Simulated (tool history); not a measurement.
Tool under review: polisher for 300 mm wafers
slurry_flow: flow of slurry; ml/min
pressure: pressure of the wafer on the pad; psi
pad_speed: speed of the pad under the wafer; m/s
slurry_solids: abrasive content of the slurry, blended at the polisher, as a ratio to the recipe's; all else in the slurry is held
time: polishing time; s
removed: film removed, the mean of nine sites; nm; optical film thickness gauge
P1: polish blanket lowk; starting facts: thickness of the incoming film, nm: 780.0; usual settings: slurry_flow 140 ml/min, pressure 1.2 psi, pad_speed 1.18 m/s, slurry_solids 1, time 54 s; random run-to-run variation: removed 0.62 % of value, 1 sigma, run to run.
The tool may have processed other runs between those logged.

run 1 hour=12.1 | slurry_flow=140 pressure=1.2 pad_speed=1.18 slurry_solids=1 time=54 | removed=15.822
run 2 hour=24.6 | slurry_flow=140 pressure=1.2 pad_speed=1.18 slurry_solids=1 time=54 | removed=15.928
run 3 hour=33.3 | slurry_flow=140 pressure=1.2 pad_speed=1.18 slurry_solids=1 time=25 | removed=7.363
run 4 hour=42.3 | slurry_flow=140 pressure=1.2 pad_speed=1.18 slurry_solids=1 time=54 | removed=16.018
run 5 hour=50.8 | slurry_flow=140 pressure=1.2 pad_speed=1.68 slurry_solids=1 time=54 | removed=21.107
run 6 hour=59 | slurry_flow=140 pressure=1.2 pad_speed=1.18 slurry_solids=1.4 time=54 | removed=18.223
run 7 hour=67.3 | slurry_flow=140 pressure=1.2 pad_speed=1.18 slurry_solids=1 time=54 | removed=15.844
-- hour=79.2 slurry blender recalibrated
run 8 hour=82.4 | slurry_flow=140 pressure=1.6 pad_speed=1.18 slurry_solids=1 time=54 | removed=21.149
run 9 hour=96.3 | slurry_flow=140 pressure=1.2 pad_speed=1.18 slurry_solids=0.7 time=54 | removed=13.036
run 10 hour=113.8 | slurry_flow=85 pressure=1.2 pad_speed=1.18 slurry_solids=1 time=54 | removed=14.227
run 11 hour=130.4 | slurry_flow=140 pressure=1.2 pad_speed=1.18 slurry_solids=1 time=54 | removed=15.756
-- hour=137.9 slurry nozzle cleaned
run 12 hour=142.2 | slurry_flow=140 pressure=1.2 pad_speed=1.18 slurry_solids=1 time=54 | removed=15.926
run 13 hour=159.5 | slurry_flow=195 pressure=1.2 pad_speed=1.18 slurry_solids=1 time=54 | removed=16.767
run 14 hour=174.1 | slurry_flow=140 pressure=0.6 pad_speed=1.18 slurry_solids=1 time=54 | removed=7.9542
run 15 hour=188.9 | slurry_flow=140 pressure=1.2 pad_speed=1.18 slurry_solids=1 time=83 | removed=24.446
run 16 hour=197.2 | slurry_flow=220 pressure=1.2 pad_speed=1.74 slurry_solids=1 time=54 | removed=23.226
run 17 hour=210.3 | slurry_flow=140 pressure=1.2 pad_speed=0.62 slurry_solids=1 time=54 | removed=9.4472
run 18 hour=222.1 | slurry_flow=140 pressure=1.2 pad_speed=1.18 slurry_solids=1 time=54 | removed=15.755
run 19 hour=231.5 | slurry_flow=140 pressure=1.2 pad_speed=1.18 slurry_solids=1 time=54 | removed=15.549
run 20 hour=245.1 | slurry_flow=140 pressure=1.2 pad_speed=1.18 slurry_solids=1 time=54 | removed=15.08
run 21 hour=263 | slurry_flow=140 pressure=1.2 pad_speed=1.18 slurry_solids=1 time=54 | removed=14.888
-- hour=274.2 conditioning disc replaced and pad reconditioned
-- hour=277.5 head pressure recalibrated
run 22 hour=280.2 | slurry_flow=140 pressure=1.2 pad_speed=1.18 slurry_solids=1 time=54 | removed=14.671
run 23 hour=288.8 | slurry_flow=140 pressure=1.2 pad_speed=1.18 slurry_solids=1 time=54 | removed=14.489
run 24 hour=299 | slurry_flow=140 pressure=1.2 pad_speed=1.18 slurry_solids=1 time=54 | removed=14.493
-- hour=306 worn pad replaced by a new one
run 25 hour=313.5 | slurry_flow=140 pressure=1.2 pad_speed=1.18 slurry_solids=1 time=54 | removed=14.496
run 26 hour=324.1 | slurry_flow=140 pressure=1.2 pad_speed=1.18 slurry_solids=1 time=54 | removed=14.623

Run 27 comes next. What will it give?
run 27 hour=337.5 | slurry_flow=140 pressure=1.2 pad_speed=1.18 slurry_solids=1 time=54 | removed=?

{"run 27": {"removed": 14.567}}

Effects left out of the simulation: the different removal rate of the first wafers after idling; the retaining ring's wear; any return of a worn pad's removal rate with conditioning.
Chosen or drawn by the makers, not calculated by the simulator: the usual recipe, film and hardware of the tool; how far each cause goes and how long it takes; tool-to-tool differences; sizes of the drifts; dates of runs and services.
